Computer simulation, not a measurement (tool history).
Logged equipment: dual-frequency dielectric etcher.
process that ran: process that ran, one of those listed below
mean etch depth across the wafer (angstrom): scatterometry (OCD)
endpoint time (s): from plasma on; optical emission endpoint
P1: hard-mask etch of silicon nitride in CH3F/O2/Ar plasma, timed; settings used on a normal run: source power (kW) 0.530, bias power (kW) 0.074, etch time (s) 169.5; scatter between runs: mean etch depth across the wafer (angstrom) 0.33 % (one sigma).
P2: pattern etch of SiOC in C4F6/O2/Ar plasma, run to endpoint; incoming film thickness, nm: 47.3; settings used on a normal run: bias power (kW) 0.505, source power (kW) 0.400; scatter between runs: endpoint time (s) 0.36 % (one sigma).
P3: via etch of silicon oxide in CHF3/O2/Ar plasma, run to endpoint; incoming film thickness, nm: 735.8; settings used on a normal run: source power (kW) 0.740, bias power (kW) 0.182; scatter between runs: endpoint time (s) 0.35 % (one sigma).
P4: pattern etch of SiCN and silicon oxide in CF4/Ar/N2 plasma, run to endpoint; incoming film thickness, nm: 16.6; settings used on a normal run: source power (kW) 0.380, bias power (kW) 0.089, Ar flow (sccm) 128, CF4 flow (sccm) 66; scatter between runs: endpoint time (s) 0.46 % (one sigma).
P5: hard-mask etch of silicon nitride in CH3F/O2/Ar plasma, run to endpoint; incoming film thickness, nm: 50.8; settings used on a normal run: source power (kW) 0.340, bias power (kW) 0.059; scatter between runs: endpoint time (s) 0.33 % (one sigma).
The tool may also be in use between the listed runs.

| run | hour | process that ran | source power (kW) | bias power (kW) | etch time (s) | Ar flow (sccm) | CF4 flow (sccm) | hours since the last wet clean | hours since the last source power generator calibration | hours since the last bias power generator calibration | mean etch depth across the wafer (angstrom) | endpoint time (s) |
|---|---|---|---|---|---|---|---|---|---|---|---|---|
| 1 | 2.6 | P1 | 0.530 | 0.074 | 169.5 |  |  | 186.5 | 805.3 | 515.4 | 1336.2 |  |
| 2 | 8.0 | P3 | 0.740 | 0.182 |  |  |  | 191.9 | 810.7 | 520.8 |  | 344.750 |
| 3 | 10.9 | P5 | 0.340 | 0.059 |  |  |  | 194.8 | 813.6 | 523.7 |  | 82.693 |
|  | 12.7 | bias power generator calibrated |
| 4 | 13.8 | P1 | 0.530 | 0.074 | 169.5 |  |  | 197.7 | 816.5 | 1.1 | 1335.3 |  |
| 5 | 17.8 | P4 | 0.380 | 0.089 |  | 128 | 66 | 201.7 | 820.5 | 5.1 |  | 21.878 |
| 6 | 20.5 | P1 | 0.730 | 0.094 | 169.5 |  |  | 204.4 | 823.2 | 7.8 | 1642.0 |  |
| 7 | 24.9 | P1 | 0.530 | 0.074 | 118.0 |  |  | 208.8 | 827.6 | 12.2 | 929.7 |  |
| 8 | 29.1 | P3 | 0.460 | 0.182 |  |  |  | 213.0 | 831.8 | 16.4 |  | 414.420 |
| 9 | 32.8 | P1 | 0.530 | 0.074 | 169.5 |  |  | 216.7 | 835.5 | 20.1 | 1329.4 |  |
| 10 | 35.5 | P2 | 0.400 | 0.505 |  |  |  | 219.4 | 838.2 | 22.8 |  | 16.159 |
| 11 | 40.6 | P1 | 0.680 | 0.088 | 169.5 |  |  | 224.5 | 843.3 | 27.9 | 1553.5 |  |
| 12 | 43.4 | P1 | 0.530 | 0.074 | 246.5 |  |  | 227.3 | 846.1 | 30.7 | 1940.2 |  |
| 13 | 48.5 | P5 | 0.430 | 0.059 |  |  |  | 232.4 | 851.2 | 35.8 |  | 75.408 |
| 14 | 53.3 | P3 | 0.740 | 0.113 |  |  |  | 237.2 | 856.0 | 40.6 |  | 398.500 |
| 15 | 56.3 | P1 | 0.380 | 0.074 | 169.5 |  |  | 240.2 | 859.0 | 43.6 | 1175.3 |  |
| 16 | 60.5 | P4 | 0.380 | 0.089 |  | 77 | 66 | 244.4 | 863.2 | 47.8 |  | 20.640 |
| 17 | 64.1 | P5 | 0.340 | 0.038 |  |  |  | 248.0 | 866.8 | 51.4 |  | 95.568 |
| 18 | 69.0 | P4 | 0.550 | 0.089 |  | 128 | 66 | 252.9 | 871.7 | 56.3 |  | 15.964 |
| 19 | 71.9 | P1 | 0.710 | 0.074 | 169.5 |  |  | 255.8 | 874.6 | 59.2 | 1493.3 |  |
| 20 | 76.8 | P2 | 0.560 | 0.505 |  |  |  | 260.7 | 879.5 | 64.1 |  | 14.325 |
| 21 | 79.4 | P1 | 0.530 | 0.074 | 169.5 |  |  | 263.3 | 882.1 | 66.7 | 1329.9 |  |
| 22 | 84.8 | P1 | 0.530 | 0.096 | 169.5 |  |  | 268.7 | 887.5 | 72.1 | 1461.3 |  |
| 23 | 89.5 | P2 | 0.400 | 0.711 |  |  |  | 273.4 | 892.2 | 76.8 |  | 14.093 |
| 24 | 94.1 | P1 | 0.440 | 0.048 | 169.5 |  |  | 278.0 | 896.8 | 81.4 | 1080.7 |  |
| 25 | 97.8 | P1 | 0.530 | 0.054 | 169.5 |  |  | 281.7 | 900.5 | 85.1 | 1206.8 |  |
| 26 | 101.3 | P4 | 0.380 | 0.107 |  | 128 | 66 | 285.2 | 904.0 | 88.6 |  | 20.640 |
| 27 | 105.2 | P4 | 0.380 | 0.089 |  | 128 | 90 | 289.1 | 907.9 | 92.5 |  | 21.095 |
| 28 | 108.4 | P1 | 0.530 | 0.074 | 169.5 |  |  | 292.3 | 911.1 | 95.7 | 1328.6 |  |
| 29 | 110.9 | P1 | 0.530 | 0.074 | 169.5 |  |  | 294.8 | 913.6 | 98.2 | 1325.0 |  |
| 30 | 114.9 | P1 | 0.530 | 0.074 | 169.5 |  |  | 298.8 | 917.6 | 102.2 | 1317.9 |  |
| 31 | 118.7 | P1 | 0.530 | 0.074 | 169.5 |  |  | 302.6 | 921.4 | 106.0 | 1314.2 |  |
|  | 118.9 | wet clean of the chamber |
| 32 | 121.3 | P1 | 0.530 | 0.074 | 169.5 |  |  | 2.5 | 924.0 | 108.6 | 1317.5 |  |
| 33 | 126.7 | P1 | 0.530 | 0.074 | 169.5 |  |  | 7.9 | 929.4 | 114.0 | 1307.1 |  |
| 34 | 131.0 | P1 | 0.530 | 0.074 | 169.5 |  |  | 12.2 | 933.7 | 118.3 | 1318.1 |  |

What P1 gives has crept off from where it sat before. The 2 causes that follow fit the log equally well, each at the size noted:
A: bias power that arrives under what is set, % = 4.74
B: source power that arrives under what is set, % = 4.19
Onset of the creep was near hour 108.4.
The rest of the possible causes, and what rules out each one:
chamber walls in a state that lowers the etch rate, %: serviced at hour 118.9, after the change had begun; the process did not return to its earlier output

Consider the 4 check runs below, whose results appear as question marks and each of which averages 3 wafers. Which one distinguishes the causes, in that each cause would give it a clearly different result?
| check 1 | 135.3 | P5 | 0.390 | 0.040 |  |  |  |  |  |  |  | ? |
| check 2 | 135.3 | P2 | 0.560 | 0.505 |  |  |  |  |  |  |  | ? |
| check 3 | 135.3 | P4 | 0.380 | 0.104 |  | 78 | 66 |  |  |  |  | ? |
| check 4 | 135.3 | P3 | 0.510 | 0.141 |  |  |  |  |  |  |  | ? |

What each check would give under each cause:
| check | result | if A | if B |
|---|---|---|---|
| check 1 | endpoint time (s) | 89.784 | 90.033 |
| check 2 | endpoint time (s) | 14.521 | 14.493 |
| check 3 | endpoint time (s) | 19.799 | 20.203 |
| check 4 | endpoint time (s) | 440.430 | 440.840 |
Minimum pairwise separation of causes per check, each pair taken at its best-separating result: check 1 0.28 %; check 2 0.19 %; check 3 2.02 %; check 4 0.09 %
Check 3 is the one run that separates the causes; every other check would come out nearly the same whichever cause is at work.

Check 3 was then run and gave: endpoint time (s) 20.149. Which cause is it?

It was cause B: source power that arrives under what is set, %.

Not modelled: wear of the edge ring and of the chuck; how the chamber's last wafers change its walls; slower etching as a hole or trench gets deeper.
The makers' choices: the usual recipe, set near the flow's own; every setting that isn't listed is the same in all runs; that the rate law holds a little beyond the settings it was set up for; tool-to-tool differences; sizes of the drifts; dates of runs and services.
